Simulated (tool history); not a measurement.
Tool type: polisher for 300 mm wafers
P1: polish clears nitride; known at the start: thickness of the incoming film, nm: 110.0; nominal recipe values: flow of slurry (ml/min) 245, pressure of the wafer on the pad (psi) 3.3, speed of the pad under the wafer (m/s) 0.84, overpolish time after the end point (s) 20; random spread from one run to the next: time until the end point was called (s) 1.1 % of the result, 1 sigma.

run,day,flow of slurry (ml/min),pressure of the wafer on the pad (psi),speed of the pad under the wafer (m/s),overpolish time after the end point (s),wafers polished on this pad,hours since the slurry nozzle was cleaned,hours since the head pressure was calibrated,time until the end point was called (s)
1,0.504,245,3.3,0.84,20,993,457.2,222.0,111.910
2,0.988,245,3.3,0.84,20,1102,468.8,233.6,110.970
3,1.304,245,3.3,0.42,20,1173,476.4,241.2,226.260
4,1.579,245,3.3,0.84,39,1234,483.0,247.8,109.320
5,1.833,245,3.3,0.84,20,1292,489.1,253.9,109.160
6,2.325,245,3.3,0.84,20,1402,500.9,265.7,110.370
7,2.629,315,3.3,0.84,20,1470,508.2,273.0,107.310
8,3.129,245,2.0,0.84,20,1583,520.2,285.0,182.900
9,3.379,245,3.3,0.40,7,1639,526.2,291.0,229.850
10,3.683,245,3.3,0.84,20,1707,533.5,298.3,108.870
11,4.050,245,3.3,0.84,20,1790,542.3,307.1,110.250
12,4.529,245,3.3,0.84,20,1897,553.8,318.6,109.870
13,4.988,245,3.3,0.84,6,2000,564.8,329.6,108.540
14,5.321,245,5.2,0.84,20,2075,572.8,337.6,69.855
15,5.575,145,3.3,0.84,20,2132,578.9,343.7,120.220
16,5.921,245,3.3,1.34,20,2210,587.2,352.0,68.442
17,6.375,245,3.3,0.84,20,2312,598.1,362.9,109.540
18,6.783,245,3.3,0.84,20,2404,607.9,372.7,114.310
19,7.142,245,3.3,0.84,20,2484,616.5,381.3,113.100
20,7.658,245,3.3,0.84,20,2601,628.9,393.7,114.830
# day 7.946: head pressure recalibrated
21,7.979,245,3.3,0.84,20,2673,636.6,0.8,116.040
22,8.225,245,3.3,0.84,20,2728,642.5,6.7,116.030
23,8.792,245,3.3,0.84,20,2855,656.1,20.3,119.050

Run 24 is up next; what results do you expect?
24,9.042,245,3.3,0.84,20,2911,662.1,26.3,?

Run 24 produced time until the end point was called (s) 117.960.
